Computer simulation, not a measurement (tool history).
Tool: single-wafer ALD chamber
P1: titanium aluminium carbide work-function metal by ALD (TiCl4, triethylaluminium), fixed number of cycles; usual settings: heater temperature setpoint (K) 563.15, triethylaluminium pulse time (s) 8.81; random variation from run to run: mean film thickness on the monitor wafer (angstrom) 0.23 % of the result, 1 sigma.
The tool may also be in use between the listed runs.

| run | day | heater temperature setpoint (K) | triethylaluminium pulse time (s) | mean film thickness on the monitor wafer (angstrom) |
|---|---|---|---|---|
| 1 | 0.225 | 563.15 | 8.81 | 18.121 |
| 2 | 0.642 | 563.15 | 8.81 | 18.081 |
| 3 | 1.138 | 582.15 | 4.64 | 16.42 |
| 4 | 1.592 | 563.15 | 8.81 | 18.027 |
| 5 | 1.929 | 541.15 | 8.81 | 16.362 |
| 6 | 2.383 | 563.15 | 13.19 | 18.714 |
| 7 | 2.762 | 563.15 | 3.43 | 13.212 |
| 8 | 3.117 | 563.15 | 8.81 | 18.116 |
| 9 | 3.338 | 578.15 | 8.81 | 19.37 |
| 10 | 3.625 | 563.15 | 8.81 | 18.047 |
| 11 | 4.075 | 563.15 | 8.81 | 17.912 |
| 12 | 4.5 | 563.15 | 8.81 | 17.818 |
| 13 | 4.725 | 563.15 | 8.81 | 17.853 |
| 14 | 5.012 | 563.15 | 8.81 | 17.83 |
| 15 | 5.271 | 563.15 | 8.81 | 17.77 |
| 16 | 5.667 | 563.15 | 8.81 | 17.708 |
| 17 | 6.104 | 563.15 | 8.81 | 17.722 |
| 18 | 6.404 | 563.15 | 8.81 | 17.728 |

Forecast run 19:
| 19 | 6.779 | 563.15 | 8.81 | ? |

{"run 19": {"mean film thickness on the monitor wafer (angstrom)": 17.712}}
